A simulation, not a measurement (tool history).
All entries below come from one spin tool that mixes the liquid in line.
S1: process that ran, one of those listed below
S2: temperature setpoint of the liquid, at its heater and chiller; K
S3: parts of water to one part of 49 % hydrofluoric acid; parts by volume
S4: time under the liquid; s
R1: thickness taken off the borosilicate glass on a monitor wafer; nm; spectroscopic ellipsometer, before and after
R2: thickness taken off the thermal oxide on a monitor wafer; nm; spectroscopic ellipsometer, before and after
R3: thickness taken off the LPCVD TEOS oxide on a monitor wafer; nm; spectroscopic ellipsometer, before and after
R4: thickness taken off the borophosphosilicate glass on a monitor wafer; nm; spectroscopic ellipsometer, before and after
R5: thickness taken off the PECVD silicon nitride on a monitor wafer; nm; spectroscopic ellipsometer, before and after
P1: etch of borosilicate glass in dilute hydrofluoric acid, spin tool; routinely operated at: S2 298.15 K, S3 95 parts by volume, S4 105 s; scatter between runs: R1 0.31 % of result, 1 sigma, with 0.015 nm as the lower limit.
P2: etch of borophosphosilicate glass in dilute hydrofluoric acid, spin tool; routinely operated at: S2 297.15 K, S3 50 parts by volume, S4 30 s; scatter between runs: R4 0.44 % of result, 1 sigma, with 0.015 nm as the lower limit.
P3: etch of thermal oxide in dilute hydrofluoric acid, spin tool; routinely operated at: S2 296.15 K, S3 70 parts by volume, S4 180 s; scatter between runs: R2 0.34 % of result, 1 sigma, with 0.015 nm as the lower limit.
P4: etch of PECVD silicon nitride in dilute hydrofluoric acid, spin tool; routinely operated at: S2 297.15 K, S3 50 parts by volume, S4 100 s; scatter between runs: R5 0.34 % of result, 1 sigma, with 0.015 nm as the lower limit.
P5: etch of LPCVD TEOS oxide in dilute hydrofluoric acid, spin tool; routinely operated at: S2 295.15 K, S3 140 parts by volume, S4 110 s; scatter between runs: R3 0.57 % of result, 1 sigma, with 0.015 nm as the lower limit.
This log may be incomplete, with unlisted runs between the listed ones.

run	hour	S1	S2	S3	S4	R1	R2	R3	R4	R5
1	4.6	P1	298.15	95	105	31.733				
2	11.9	P3	292.15	70	180		10.012			
3	17.6	P1	306.15	95	15	6.1662				
4	22.7	P1	298.15	95	155	47.116				
5	26.3	P5	295.15	140	110			38.474		
6	30.6	P1	298.15	145	105	19.633				
7	36.4	P2	291.65	50	30				27.393	
8	42.5	P2	297.15	50	45				51.949	
9	46.1	P1	306.15	135	105	28.482				
10	51.9	P2	297.15	30	30				59.198	
# hour 57: thermometer replaced
11	59.4	P1	298.15	95	105	31.882				
12	64.7	P4	297.15	50	25					2.0685
13	71.1	P3	296.15	70	100		6.521			
14	75	P1	298.15	95	105	31.754				
15	79.6	P4	297.15	85	100					4.9157
16	85.6	P5	301.15	140	110			48.217		
17	89	P5	295.15	140	45			15.743		
18	95.8	P1	298.15	95	105	31.868				
19	100	P1	304.65	95	105	40.72				
20	106.3	P5	295.15	45	110			134.09		
21	111	P1	298.15	95	105	31.923				
22	115.6	P4	303.65	50	100					12.697
23	122.6	P1	298.15	95	40	12.163				
24	126.4	P3	296.15	25	180		34.8			
25	131.5	P1	298.15	20	105	166.62				
26	136.9	P1	298.15	95	105	31.788				
27	144.2	P3	296.15	70	180		11.877			
28	148.6	P4	297.15	50	100					8.2937
29	154.4	P1	298.15	170	165	25.434				
30	158.2	P2	297.15	50	30				34.49	
31	161.6	P1	294.15	95	105	27.023				
32	167.1	P2	297.15	50	30				34.582	
33	174.5	P5	295.15	140	110			38.356		
34	182.3	P1	298.15	95	105	31.975				
35	190	P1	298.15	95	105	32.945				
36	194.4	P1	298.15	95	105	33.251				
37	200.9	P1	298.15	95	105	33.494				
38	206.7	P1	298.15	95	105	33.482				
39	213	P1	298.15	95	105	33.78				
40	216.7	P1	298.15	95	105	33.955				
41	221.3	P1	298.15	95	105	33.926				

Compared with where it was, what P1 gives has crept away. Each cause listed below fits the log as well as the rest, at the size given for it:
A: liquid hotter than its thermometer reads (K) = 1.59
B: hydrofluoric acid flow above the setpoint (%) = 5.7
The onset of the drift is placed at about hour 182.3.

Each of the 4 check runs below uses one wafer; its results are left as question marks. Which run tells the causes apart?
check 1	225.9	P2	297.15	50	30				?	
check 2	225.9	P3	296.15	70	180		?			
check 3	225.9	P4	297.15	50	100					?
check 4	225.9	P5	295.15	140	110			?		

If the cause were each of the candidates in turn, the checks would give the following:
check	result	if A	if B
check 1	R4	36.8	36.583
check 2	R2	12.606	12.551
check 3	R5	9.2313	8.761
check 4	R3	40.841	40.918
Separation of the two closest causes in each check, using whichever result separates them best: check 1 0.59 %; check 2 0.44 %; check 3 5.23 %; check 4 0.19 %
Only check 3 tells the causes apart: in the others they would give nearly the same result.

Then check 3 was run and gave: R5 8.7546 nm. Which cause is it?

Of the candidate causes, it is B: hydrofluoric acid flow above the setpoint (%).
